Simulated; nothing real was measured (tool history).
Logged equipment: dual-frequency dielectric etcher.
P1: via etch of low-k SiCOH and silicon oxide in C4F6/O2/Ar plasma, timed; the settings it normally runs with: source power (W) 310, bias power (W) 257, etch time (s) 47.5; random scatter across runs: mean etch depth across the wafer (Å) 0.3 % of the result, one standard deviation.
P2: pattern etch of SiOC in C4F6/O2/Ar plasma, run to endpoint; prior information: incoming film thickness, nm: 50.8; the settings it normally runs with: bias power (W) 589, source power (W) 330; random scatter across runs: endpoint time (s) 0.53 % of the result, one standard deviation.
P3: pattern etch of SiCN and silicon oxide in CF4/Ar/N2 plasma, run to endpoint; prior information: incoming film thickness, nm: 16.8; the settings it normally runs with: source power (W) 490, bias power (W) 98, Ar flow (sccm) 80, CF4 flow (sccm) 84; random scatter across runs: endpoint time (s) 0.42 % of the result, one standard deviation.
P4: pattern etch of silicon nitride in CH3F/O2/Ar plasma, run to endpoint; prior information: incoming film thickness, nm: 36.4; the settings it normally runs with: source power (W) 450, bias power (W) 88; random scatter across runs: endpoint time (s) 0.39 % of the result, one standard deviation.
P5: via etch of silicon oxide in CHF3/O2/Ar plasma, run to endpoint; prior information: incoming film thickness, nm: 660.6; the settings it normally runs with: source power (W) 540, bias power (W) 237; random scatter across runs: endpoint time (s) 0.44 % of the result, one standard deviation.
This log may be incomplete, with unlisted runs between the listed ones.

run,hour,process that ran,source power (W),bias power (W),etch time (s),Ar flow (sccm),CF4 flow (sccm),hours since the last wet clean,hours since the last source power generator calibration,hours since the last bias power generator calibration,mean etch depth across the wafer (Å),endpoint time (s)
1,14.0,P1,310,257,47.5,,,74.2,1753.7,1687.8,1293.8,
2,28.8,P5,540,144,,,,89.0,1768.5,1702.6,,370.740
3,42.7,P3,490,133,,80,84,102.9,1782.4,1716.5,,13.487
4,58.4,P1,400,257,47.5,,,118.6,1798.1,1732.2,1425.2,
5,73.7,P1,310,180,47.5,,,133.9,1813.4,1747.5,1146.2,
6,83.9,P1,240,257,47.5,,,144.1,1823.6,1757.7,1174.6,
7,99.0,P4,610,88,,,,159.2,1838.7,1772.8,,43.365
8,110.7,P1,310,257,47.5,,,170.9,1850.4,1784.5,1296.6,
9,125.4,P3,490,98,,80,84,185.6,1865.1,1799.2,,15.072
10,133.8,P4,450,66,,,,194.0,1873.5,1807.6,,53.530
11,148.8,P2,330,589,,,,209.0,1888.5,1822.6,,16.903
12,160.7,P3,370,98,,80,84,220.9,1900.4,1834.5,,19.443
13,170.4,P1,310,318,47.5,,,230.6,1910.1,1844.2,1391.2,
14,186.6,P1,360,257,37.5,,,246.8,1926.3,1860.4,1079.1,
15,195.8,P2,270,589,,,,256.0,1935.5,1869.6,,18.275
16,211.1,P1,310,257,47.5,,,271.3,1950.8,1884.9,1289.2,
# hour 219.7: bias power generator calibrated
17,219.7,P1,310,257,47.5,,,279.9,1959.4,0.1,1301.0,
18,228.6,P5,720,237,,,,288.8,1968.3,9.0,,281.450
19,240.2,P2,330,589,,,,300.4,1979.9,20.6,,17.053
20,247.6,P3,490,98,,80,116,307.8,1987.3,28.0,,14.548
21,260.1,P1,310,257,59.5,,,320.3,1999.8,40.5,1622.3,
22,270.9,P1,420,209,47.5,,,331.1,2010.6,51.3,1354.4,
23,286.1,P3,490,98,,48,84,346.3,2025.8,66.5,,14.322
24,301.4,P2,330,468,,,,361.6,2041.1,81.8,,18.517
25,316.8,P3,490,98,,80,84,377.0,2056.5,97.2,,15.080

Expected results for the next run?
26,329.7,P1,310,257,47.5,,,389.9,2069.4,110.1,?,

Run 26 gave mean etch depth across the wafer (Å) 1285.8.

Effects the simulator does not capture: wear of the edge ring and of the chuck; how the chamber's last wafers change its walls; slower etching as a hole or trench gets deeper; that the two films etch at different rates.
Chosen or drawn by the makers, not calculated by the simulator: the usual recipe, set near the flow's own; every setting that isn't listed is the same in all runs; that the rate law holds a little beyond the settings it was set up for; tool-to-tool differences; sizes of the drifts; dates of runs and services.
